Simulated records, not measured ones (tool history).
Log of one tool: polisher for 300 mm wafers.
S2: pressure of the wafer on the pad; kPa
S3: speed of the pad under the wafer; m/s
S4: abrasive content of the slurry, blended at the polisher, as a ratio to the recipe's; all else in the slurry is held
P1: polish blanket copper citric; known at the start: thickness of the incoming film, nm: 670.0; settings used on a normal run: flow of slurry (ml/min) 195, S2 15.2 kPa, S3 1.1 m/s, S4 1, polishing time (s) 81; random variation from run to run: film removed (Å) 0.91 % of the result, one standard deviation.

{"run": 1, "day": 0.221, "flow of slurry (ml/min)": 195, "S2": 15.2, "S3": 1.1, "S4": 1, "polishing time (s)": 81, "film removed (Å)": 1331}
{"run": 2, "day": 0.429, "flow of slurry (ml/min)": 195, "S2": 15.2, "S3": 0.84, "S4": 1.3, "polishing time (s)": 81, "film removed (Å)": 1098.8}
{"run": 3, "day": 0.679, "flow of slurry (ml/min)": 285, "S2": 15.2, "S3": 1.1, "S4": 1, "polishing time (s)": 119, "film removed (Å)": 2052.9}
{"run": 4, "day": 0.925, "flow of slurry (ml/min)": 115, "S2": 15.2, "S3": 1.1, "S4": 1, "polishing time (s)": 121, "film removed (Å)": 1861.1}
{"run": 5, "day": 1.108, "flow of slurry (ml/min)": 115, "S2": 15.2, "S3": 1.1, "S4": 1, "polishing time (s)": 81, "film removed (Å)": 1223.7}
{"run": 6, "day": 1.292, "flow of slurry (ml/min)": 195, "S2": 15.2, "S3": 1.1, "S4": 1.3, "polishing time (s)": 81, "film removed (Å)": 1416.9}
{"run": 7, "day": 1.471, "flow of slurry (ml/min)": 195, "S2": 6.9, "S3": 1.1, "S4": 1, "polishing time (s)": 81, "film removed (Å)": 626.87}
{"run": 8, "day": 1.654, "flow of slurry (ml/min)": 195, "S2": 15.2, "S3": 1.1, "S4": 1, "polishing time (s)": 81, "film removed (Å)": 1327.9}
{"run": 9, "day": 1.8, "flow of slurry (ml/min)": 195, "S2": 15.2, "S3": 1.1, "S4": 1, "polishing time (s)": 81, "film removed (Å)": 1334.3}
{"run": 10, "day": 2.042, "flow of slurry (ml/min)": 195, "S2": 15.2, "S3": 1.1, "S4": 1, "polishing time (s)": 124, "film removed (Å)": 2024.6}
{"run": 11, "day": 2.196, "flow of slurry (ml/min)": 195, "S2": 15.2, "S3": 1.72, "S4": 1, "polishing time (s)": 81, "film removed (Å)": 2093.2}
{"day": 2.25, "done": "worn pad replaced by a new one"}
{"run": 12, "day": 2.429, "flow of slurry (ml/min)": 195, "S2": 15.2, "S3": 1.1, "S4": 1, "polishing time (s)": 81, "film removed (Å)": 1357.7}
{"run": 13, "day": 2.579, "flow of slurry (ml/min)": 195, "S2": 15.2, "S3": 1.1, "S4": 0.5, "polishing time (s)": 81, "film removed (Å)": 1166.8}
{"day": 2.733, "done": "head pressure recalibrated"}
{"run": 14, "day": 2.804, "flow of slurry (ml/min)": 195, "S2": 15.2, "S3": 0.5, "S4": 1, "polishing time (s)": 81, "film removed (Å)": 626.03}
{"run": 15, "day": 2.971, "flow of slurry (ml/min)": 195, "S2": 15.2, "S3": 1.1, "S4": 1, "polishing time (s)": 41, "film removed (Å)": 671.62}
{"run": 16, "day": 3.088, "flow of slurry (ml/min)": 195, "S2": 15.2, "S3": 1.1, "S4": 1, "polishing time (s)": 81, "film removed (Å)": 1355.5}
{"run": 17, "day": 3.292, "flow of slurry (ml/min)": 305, "S2": 15.2, "S3": 1.1, "S4": 1, "polishing time (s)": 81, "film removed (Å)": 1396.4}
{"run": 18, "day": 3.475, "flow of slurry (ml/min)": 195, "S2": 21.4, "S3": 1.1, "S4": 1, "polishing time (s)": 81, "film removed (Å)": 1867.5}
{"run": 19, "day": 3.6, "flow of slurry (ml/min)": 195, "S2": 15.2, "S3": 1.1, "S4": 1, "polishing time (s)": 81, "film removed (Å)": 1319.3}
{"run": 20, "day": 3.729, "flow of slurry (ml/min)": 195, "S2": 15.2, "S3": 1.1, "S4": 1, "polishing time (s)": 81, "film removed (Å)": 1341.4}
{"run": 21, "day": 3.917, "flow of slurry (ml/min)": 195, "S2": 15.2, "S3": 1.1, "S4": 1, "polishing time (s)": 81, "film removed (Å)": 1320.9}
{"run": 22, "day": 4.088, "flow of slurry (ml/min)": 195, "S2": 15.2, "S3": 1.1, "S4": 1, "polishing time (s)": 81, "film removed (Å)": 1290.2}
{"run": 23, "day": 4.262, "flow of slurry (ml/min)": 195, "S2": 15.2, "S3": 1.1, "S4": 1, "polishing time (s)": 81, "film removed (Å)": 1282.4}
{"run": 24, "day": 4.412, "flow of slurry (ml/min)": 195, "S2": 15.2, "S3": 1.1, "S4": 1, "polishing time (s)": 81, "film removed (Å)": 1266.4}
{"day": 4.438, "done": "worn pad replaced by a new one"}
{"day": 4.525, "done": "head pressure recalibrated"}
{"run": 25, "day": 4.65, "flow of slurry (ml/min)": 195, "S2": 15.2, "S3": 1.1, "S4": 1, "polishing time (s)": 81, "film removed (Å)": 1231.5}
{"run": 26, "day": 4.908, "flow of slurry (ml/min)": 195, "S2": 15.2, "S3": 1.1, "S4": 1, "polishing time (s)": 81, "film removed (Å)": 1246.2}
{"run": 27, "day": 5.079, "flow of slurry (ml/min)": 195, "S2": 15.2, "S3": 1.1, "S4": 1, "polishing time (s)": 81, "film removed (Å)": 1252.7}
{"run": 28, "day": 5.279, "flow of slurry (ml/min)": 195, "S2": 15.2, "S3": 1.1, "S4": 1, "polishing time (s)": 81, "film removed (Å)": 1260.2}
{"run": 29, "day": 5.5, "flow of slurry (ml/min)": 195, "S2": 15.2, "S3": 1.1, "S4": 1, "polishing time (s)": 81, "film removed (Å)": 1233.1}
{"run": 30, "day": 5.658, "flow of slurry (ml/min)": 195, "S2": 15.2, "S3": 1.1, "S4": 1, "polishing time (s)": 81, "film removed (Å)": 1245.3}

Something has made what P1 gives creep away from where it was; the 2 causes below, each at its own stated size, fit the log equally well:
A: slurry flow missing at the pad, % = 37.6
B: abrasive missing from the slurry, % = 31.8
The onset of the drift is placed at about day 3.729.
Other possible causes, and why each is ruled out:
removal rate lost through wear of the pad, %: its service at day 4.438 followed the start of the drift and did not put the process back to its old value
head's pressure below its setpoint, %: its service at day 4.525 followed the start of the drift and did not put the process back to its old value

4 check runs are offered, each on 2 wafers whose results are averaged, their results left as question marks. Which one tells the causes apart?
{"run": "check 1", "day": 5.817, "flow of slurry (ml/min)": 115, "S2": 15.2, "S3": 1.1, "S4": 0.55, "polishing time (s)": 81, "film removed (Å)": "?"}
{"run": "check 2", "day": 5.817, "flow of slurry (ml/min)": 195, "S2": 21.4, "S3": 0.52, "S4": 1, "polishing time (s)": 81, "film removed (Å)": "?"}
{"run": "check 3", "day": 5.817, "flow of slurry (ml/min)": 195, "S2": 6.9, "S3": 1.1, "S4": 0.65, "polishing time (s)": 81, "film removed (Å)": "?"}
{"run": "check 4", "day": 5.817, "flow of slurry (ml/min)": 195, "S2": 15.2, "S3": 1.1, "S4": 0.55, "polishing time (s)": 42, "film removed (Å)": "?"}

What every check run would give for each of its results, assuming each possible cause in turn:
check=check_1 result=film_removed_(Å) if_A=953.3 if_B=1006.7
check=check_2 result=film_removed_(Å) if_A=839.24 if_B=839.15
check=check_3 result=film_removed_(Å) if_A=534.13 if_B=536.4
check=check_4 result=film_removed_(Å) if_A=568.95 if_B=572.36
Per-check spread between the two closest causes, in the result where they differ most: check 1 5.45 %; check 2 0.01 %; check 3 0.42 %; check 4 0.6 %
Check 1 tells the causes apart: in the others they would give nearly the same result.

Check 1 was then run and gave: film removed (Å) 952.71. Which cause is it?

It is A: slurry flow missing at the pad, %.
